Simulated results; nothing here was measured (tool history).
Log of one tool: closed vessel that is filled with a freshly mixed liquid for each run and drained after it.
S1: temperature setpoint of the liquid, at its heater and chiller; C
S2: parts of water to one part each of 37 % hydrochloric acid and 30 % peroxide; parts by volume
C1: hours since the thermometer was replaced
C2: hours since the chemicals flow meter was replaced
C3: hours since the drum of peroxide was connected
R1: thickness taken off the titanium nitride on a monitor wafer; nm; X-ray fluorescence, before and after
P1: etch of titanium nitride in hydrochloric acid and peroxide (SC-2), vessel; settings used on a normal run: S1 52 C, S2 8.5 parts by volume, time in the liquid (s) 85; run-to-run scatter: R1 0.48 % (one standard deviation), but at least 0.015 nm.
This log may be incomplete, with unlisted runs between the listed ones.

{"run": 1, "day": 0.479, "S1": 52, "S2": 8.5, "time in the liquid (s)": 85, "C1": 411.6, "C2": 725.1, "C3": 430.2, "R1": 5.0982}
{"run": 2, "day": 0.917, "S1": 52, "S2": 12, "time in the liquid (s)": 140, "C1": 422.1, "C2": 735.6, "C3": 440.7, "R1": 6.2155}
{"run": 3, "day": 1.65, "S1": 68.5, "S2": 8.5, "time in the liquid (s)": 85, "C1": 439.7, "C2": 753.2, "C3": 458.3, "R1": 14.403}
{"run": 4, "day": 2.042, "S1": 52, "S2": 8.5, "time in the liquid (s)": 30, "C1": 449.1, "C2": 762.6, "C3": 467.7, "R1": 1.7972}
{"run": 5, "day": 2.8, "S1": 59, "S2": 6, "time in the liquid (s)": 85, "C1": 467.3, "C2": 780.8, "C3": 485.9, "R1": 10.468}
{"run": 6, "day": 3.521, "S1": 52, "S2": 14.5, "time in the liquid (s)": 130, "C1": 484.6, "C2": 798.1, "C3": 503.2, "R1": 4.9327}
{"run": 7, "day": 4.138, "S1": 52, "S2": 8.5, "time in the liquid (s)": 85, "C1": 499.4, "C2": 812.9, "C3": 518, "R1": 5.1502}
{"run": 8, "day": 4.729, "S1": 38, "S2": 8.5, "time in the liquid (s)": 85, "C1": 513.6, "C2": 827.1, "C3": 532.2, "R1": 1.9449}
{"run": 9, "day": 5.367, "S1": 52, "S2": 8.5, "time in the liquid (s)": 85, "C1": 528.9, "C2": 842.4, "C3": 547.5, "R1": 5.1013}
{"run": 10, "day": 6.067, "S1": 52, "S2": 8.5, "time in the liquid (s)": 85, "C1": 545.7, "C2": 859.2, "C3": 564.3, "R1": 5.0556}
{"run": 11, "day": 6.554, "S1": 52, "S2": 15, "time in the liquid (s)": 85, "C1": 557.4, "C2": 870.9, "C3": 576, "R1": 3.1109}
{"day": 6.729, "done": "new drum of peroxide connected"}
{"run": 12, "day": 7.183, "S1": 52, "S2": 4, "time in the liquid (s)": 85, "C1": 572.5, "C2": 886, "C3": 10.9, "R1": 8.8944}
{"run": 13, "day": 7.533, "S1": 52, "S2": 8.5, "time in the liquid (s)": 125, "C1": 580.9, "C2": 894.4, "C3": 19.3, "R1": 7.4637}
{"run": 14, "day": 8.25, "S1": 52, "S2": 8.5, "time in the liquid (s)": 85, "C1": 598.1, "C2": 911.6, "C3": 36.5, "R1": 5.075}
{"run": 15, "day": 8.85, "S1": 52, "S2": 8.5, "time in the liquid (s)": 85, "C1": 612.5, "C2": 926, "C3": 50.9, "R1": 5.1859}
{"run": 16, "day": 9.55, "S1": 52, "S2": 8.5, "time in the liquid (s)": 85, "C1": 629.3, "C2": 942.8, "C3": 67.7, "R1": 5.3526}
{"run": 17, "day": 10.154, "S1": 52, "S2": 8.5, "time in the liquid (s)": 85, "C1": 643.8, "C2": 957.3, "C3": 82.2, "R1": 5.378}
{"run": 18, "day": 10.904, "S1": 52, "S2": 8.5, "time in the liquid (s)": 85, "C1": 661.8, "C2": 975.3, "C3": 100.2, "R1": 5.4996}
{"run": 19, "day": 11.379, "S1": 52, "S2": 8.5, "time in the liquid (s)": 85, "C1": 673.2, "C2": 986.7, "C3": 111.6, "R1": 5.4901}
{"run": 20, "day": 11.867, "S1": 52, "S2": 8.5, "time in the liquid (s)": 85, "C1": 684.9, "C2": 998.4, "C3": 123.3, "R1": 5.5067}

Forecast run 21:
{"run": 21, "day": 12.45, "S1": 52, "S2": 8.5, "time in the liquid (s)": 85, "C1": 698.9, "C2": 1012.4, "C3": 137.3, "R1": "?"}

{"run 21": {"R1": 5.547}}
